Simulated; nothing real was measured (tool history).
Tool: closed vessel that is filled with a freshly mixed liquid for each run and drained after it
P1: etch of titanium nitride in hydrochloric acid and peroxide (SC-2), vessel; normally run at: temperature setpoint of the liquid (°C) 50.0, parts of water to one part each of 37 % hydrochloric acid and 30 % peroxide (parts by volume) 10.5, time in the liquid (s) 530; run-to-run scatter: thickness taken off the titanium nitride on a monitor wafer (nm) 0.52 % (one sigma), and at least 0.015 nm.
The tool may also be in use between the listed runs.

run,hour,temperature setpoint of the liquid (°C),parts of water to one part each of 37 % hydrochloric acid and 30 % peroxide (parts by volume),time in the liquid (s),hours since the thermometer was replaced,hours since the chemicals flow meter was replaced,hours since the drum of peroxide was connected,thickness taken off the titanium nitride on a monitor wafer (nm)
1,7.3,50.0,10.5,530,878.6,948.4,549.8,7.07050
2,12.6,50.0,10.5,530,883.9,953.7,555.1,7.05640
3,20.5,50.0,10.5,85,891.8,961.6,563.0,1.14510
4,25.8,56.5,16.0,530,897.1,966.9,568.3,7.57600
5,33.9,50.0,10.5,530,905.2,975.0,576.4,7.06140
6,41.7,66.5,10.5,530,913.0,982.8,584.2,20.12700
7,51.0,38.0,10.5,530,922.3,992.1,593.5,3.06460
8,56.6,50.0,10.5,530,927.9,997.7,599.1,7.10590
# hour 63.2: chemicals flow meter replaced
9,65.3,50.0,16.0,30,936.6,2.1,607.8,0.27096
# hour 71.3: new drum of peroxide connected
10,72.5,50.0,19.0,530,943.8,9.3,1.3,4.19070
# hour 74.9: thermometer replaced
11,81.6,50.0,10.5,850,6.7,18.4,10.4,11.47500
12,87.2,50.0,4.0,530,12.3,24.0,16.0,14.76000
13,93.5,50.0,10.5,530,18.6,30.3,22.3,7.07640
14,98.5,50.0,10.5,530,23.6,35.3,27.3,7.11820
15,105.5,50.0,10.5,530,30.6,42.3,34.3,7.10750
16,111.6,50.0,10.5,530,36.7,48.4,40.4,6.73150
17,120.3,50.0,10.5,530,45.4,57.1,49.1,6.55850
18,127.7,50.0,10.5,530,52.8,64.5,56.5,6.45750
# hour 132.5: new drum of peroxide connected
19,136.4,50.0,10.5,530,61.5,73.2,3.9,6.35700
20,141.1,50.0,10.5,530,66.2,77.9,8.6,6.45290
21,147.5,50.0,10.5,530,72.6,84.3,15.0,6.42270

What P1 gives has crept away from where it was. These 2 causes fit the log equally well, each at the size given:
A: chemicals flow below the setpoint (%) = 11.1
B: liquid colder than its thermometer reads (K) = 1.5
The creep began at about hour 105.5.
Why every other cause is out:
peroxide weaker than its label (%): serviced at hour 132.5, which brought nothing back

4 check runs are offered, each on 5 wafers whose results are averaged, their results left as question marks. Which one tells the causes apart?
check 1,153.9,50.0,4.0,240,,,,?
check 2,153.9,50.0,18.0,160,,,,?
check 3,153.9,50.0,17.0,175,,,,?
check 4,153.9,64.5,5.5,530,,,,?

What each check would give under each cause:
check,result,if A,if B
check 1,thickness taken off the titanium nitride on a monitor wafer (nm),6.18140,6.05540
check 2,thickness taken off the titanium nitride on a monitor wafer (nm),1.20380,1.21110
check 3,thickness taken off the titanium nitride on a monitor wafer (nm),1.38680,1.39430
check 4,thickness taken off the titanium nitride on a monitor wafer (nm),27.33500,27.21600
How far apart the two closest causes lie, in the result that separates them most: check 1 2.06 %; check 2 0.6 %; check 3 0.54 %; check 4 0.44 %
Only check 1 tells the causes apart: in the others they would give nearly the same result.

Check 1 was then run and gave: thickness taken off the titanium nitride on a monitor wafer (nm) 6.05380. Which cause is it?

It is B: liquid colder than its thermometer reads (K).
